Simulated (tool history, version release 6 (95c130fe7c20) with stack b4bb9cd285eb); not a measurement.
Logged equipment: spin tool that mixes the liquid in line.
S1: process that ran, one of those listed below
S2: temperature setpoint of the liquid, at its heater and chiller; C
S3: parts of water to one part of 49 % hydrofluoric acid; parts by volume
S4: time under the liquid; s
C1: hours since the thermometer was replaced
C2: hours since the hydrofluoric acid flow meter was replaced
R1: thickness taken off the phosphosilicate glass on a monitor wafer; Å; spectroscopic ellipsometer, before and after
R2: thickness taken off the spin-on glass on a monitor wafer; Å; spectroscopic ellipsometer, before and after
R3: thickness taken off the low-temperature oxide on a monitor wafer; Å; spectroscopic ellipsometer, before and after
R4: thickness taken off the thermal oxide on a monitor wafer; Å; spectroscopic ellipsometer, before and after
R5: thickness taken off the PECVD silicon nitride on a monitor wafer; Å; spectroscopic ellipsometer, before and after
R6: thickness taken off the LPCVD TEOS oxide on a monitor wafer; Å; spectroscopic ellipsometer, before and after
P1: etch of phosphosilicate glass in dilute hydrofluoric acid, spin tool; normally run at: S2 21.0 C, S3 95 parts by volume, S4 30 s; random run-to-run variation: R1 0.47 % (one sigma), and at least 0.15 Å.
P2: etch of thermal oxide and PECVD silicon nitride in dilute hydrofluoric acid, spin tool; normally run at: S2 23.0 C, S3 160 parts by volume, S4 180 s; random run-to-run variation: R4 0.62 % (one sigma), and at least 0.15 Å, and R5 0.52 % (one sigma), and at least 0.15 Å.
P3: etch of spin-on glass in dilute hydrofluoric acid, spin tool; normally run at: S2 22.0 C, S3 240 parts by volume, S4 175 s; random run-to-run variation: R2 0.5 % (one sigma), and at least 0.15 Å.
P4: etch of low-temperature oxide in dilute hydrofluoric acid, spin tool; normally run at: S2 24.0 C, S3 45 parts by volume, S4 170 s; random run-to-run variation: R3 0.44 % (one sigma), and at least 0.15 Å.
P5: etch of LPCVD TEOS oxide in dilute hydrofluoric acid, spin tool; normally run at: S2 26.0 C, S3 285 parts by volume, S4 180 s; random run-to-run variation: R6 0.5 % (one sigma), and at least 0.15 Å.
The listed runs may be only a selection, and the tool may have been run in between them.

Run 1, hour 4.9: S1 P1, S2 21.0 C, S3 95 parts by volume, S4 30 s; C1 187.6; C2 267.6. Result: R1 224.25 Å.
Run 2, hour 12.1: S1 P1, S2 21.0 C, S3 95 parts by volume, S4 30 s; C1 194.8; C2 274.8. Result: R1 226.61 Å.
Run 3, hour 20.1: S1 P3, S2 22.0 C, S3 240 parts by volume, S4 275 s; C1 202.8; C2 282.8. Result: R2 189.55 Å.
Run 4, hour 25.9: S1 P4, S2 24.0 C, S3 20 parts by volume, S4 170 s; C1 208.6; C2 288.6. Result: R3 1019.20 Å.
Run 5, hour 30.7: S1 P2, S2 23.0 C, S3 275 parts by volume, S4 180 s; C1 213.4; C2 293.4. Result: R4 24.915 Å, R5 25.657 Å.
Run 6, hour 35.4: S1 P3, S2 22.0 C, S3 55 parts by volume, S4 175 s; C1 218.1; C2 298.1. Result: R2 648.55 Å.
Run 7, hour 41.4: S1 P4, S2 31.5 C, S3 45 parts by volume, S4 170 s; C1 224.1; C2 304.1. Result: R3 588.88 Å.
Run 8, hour 48.3: S1 P3, S2 30.0 C, S3 240 parts by volume, S4 175 s; C1 231.0; C2 311.0. Result: R2 162.73 Å.
Run 9, hour 53.2: S1 P1, S2 21.0 C, S3 95 parts by volume, S4 30 s; C1 235.9; C2 315.9. Result: R1 224.25 Å.
Run 10, hour 60.1: S1 P1, S2 17.0 C, S3 95 parts by volume, S4 30 s; C1 242.8; C2 322.8. Result: R1 189.48 Å.
Run 11, hour 63.7: S1 P5, S2 26.0 C, S3 65 parts by volume, S4 180 s; C1 246.4; C2 326.4. Result: R6 1287.200 Å.
Run 12, hour 69.2: S1 P5, S2 33.0 C, S3 285 parts by volume, S4 180 s; C1 251.9; C2 331.9. Result: R6 290.400 Å.
Run 13, hour 73.4: S1 P1, S2 21.0 C, S3 140 parts by volume, S4 30 s; C1 256.1; C2 336.1. Result: R1 144.11 Å.
Run 14, hour 78.0: S1 P3, S2 22.0 C, S3 240 parts by volume, S4 175 s; C1 260.7; C2 340.7. Result: R2 122.27 Å.
Run 15, hour 83.1: S1 P4, S2 24.0 C, S3 45 parts by volume, S4 170 s; C1 265.8; C2 345.8. Result: R3 437.24 Å.
Run 16, hour 87.4: S1 P5, S2 26.0 C, S3 285 parts by volume, S4 15 s; C1 270.1; C2 350.1. Result: R6 18.855 Å.
Run 17, hour 92.4: S1 P1, S2 21.0 C, S3 95 parts by volume, S4 55 s; C1 275.1; C2 355.1. Result: R1 410.70 Å.
Run 18, hour 97.4: S1 P1, S2 21.0 C, S3 95 parts by volume, S4 30 s; C1 280.1; C2 360.1. Result: R1 224.40 Å.
Run 19, hour 102.9: S1 P1, S2 28.0 C, S3 20 parts by volume, S4 30 s; C1 285.6; C2 365.6. Result: R1 1560.30 Å.
Run 20, hour 108.7: S1 P1, S2 21.0 C, S3 95 parts by volume, S4 30 s; C1 291.4; C2 371.4. Result: R1 225.33 Å.
Run 21, hour 114.4: S1 P4, S2 24.0 C, S3 45 parts by volume, S4 170 s; C1 297.1; C2 377.1. Result: R3 436.43 Å.
Run 22, hour 119.8: S1 P3, S2 22.0 C, S3 240 parts by volume, S4 175 s; C1 302.5; C2 382.5. Result: R2 121.94 Å.
Run 23, hour 127.2: S1 P1, S2 21.0 C, S3 95 parts by volume, S4 15 s; C1 309.9; C2 389.9. Result: R1 112.28 Å.
Run 24, hour 132.8: S1 P1, S2 25.5 C, S3 95 parts by volume, S4 30 s; C1 315.5; C2 395.5. Result: R1 268.45 Å.
Run 25, hour 136.6: S1 P2, S2 23.0 C, S3 160 parts by volume, S4 180 s; C1 319.3; C2 399.3. Result: R4 48.715 Å, R5 43.908 Å.
Run 26, hour 142.6: S1 P1, S2 21.0 C, S3 40 parts by volume, S4 30 s; C1 325.3; C2 405.3. Result: R1 569.45 Å.
At hour 143.6: hydrofluoric acid flow meter replaced.
Run 27, hour 147.4: S1 P4, S2 24.0 C, S3 45 parts by volume, S4 280 s; C1 330.1; C2 3.8. Result: R3 715.58 Å.
Run 28, hour 154.0: S1 P2, S2 23.0 C, S3 160 parts by volume, S4 55 s; C1 336.7; C2 10.4. Result: R4 14.679 Å, R5 13.591 Å.
Run 29, hour 158.5: S1 P2, S2 29.5 C, S3 160 parts by volume, S4 180 s; C1 341.2; C2 14.9. Result: R4 62.687 Å, R5 65.243 Å.
Run 30, hour 164.3: S1 P5, S2 26.0 C, S3 285 parts by volume, S4 180 s; C1 347.0; C2 20.7. Result: R6 231.710 Å.
Run 31, hour 171.2: S1 P1, S2 21.0 C, S3 95 parts by volume, S4 30 s; C1 353.9; C2 27.6. Result: R1 223.83 Å.
Run 32, hour 178.6: S1 P1, S2 21.0 C, S3 95 parts by volume, S4 30 s; C1 361.3; C2 35.0. Result: R1 218.61 Å.
Run 33, hour 183.8: S1 P1, S2 21.0 C, S3 95 parts by volume, S4 30 s; C1 366.5; C2 40.2. Result: R1 215.01 Å.
Run 34, hour 190.8: S1 P1, S2 21.0 C, S3 95 parts by volume, S4 30 s; C1 373.5; C2 47.2. Result: R1 211.93 Å.
Run 35, hour 196.3: S1 P1, S2 21.0 C, S3 95 parts by volume, S4 30 s; C1 379.0; C2 52.7. Result: R1 209.13 Å.
Run 36, hour 203.0: S1 P1, S2 21.0 C, S3 95 parts by volume, S4 30 s; C1 385.7; C2 59.4. Result: R1 210.42 Å.
Run 37, hour 207.7: S1 P1, S2 21.0 C, S3 95 parts by volume, S4 30 s; C1 390.4; C2 64.1. Result: R1 208.99 Å.
Run 38, hour 215.6: S1 P1, S2 21.0 C, S3 95 parts by volume, S4 30 s; C1 398.3; C2 72.0. Result: R1 208.61 Å.

Predict the results of run 39:
Run 39, hour 222.5: S1 P1, S2 21.0 C, S3 95 parts by volume, S4 30 s; C1 405.2; C2 78.9. Result: R1 ?.

R1: 209.19 Å
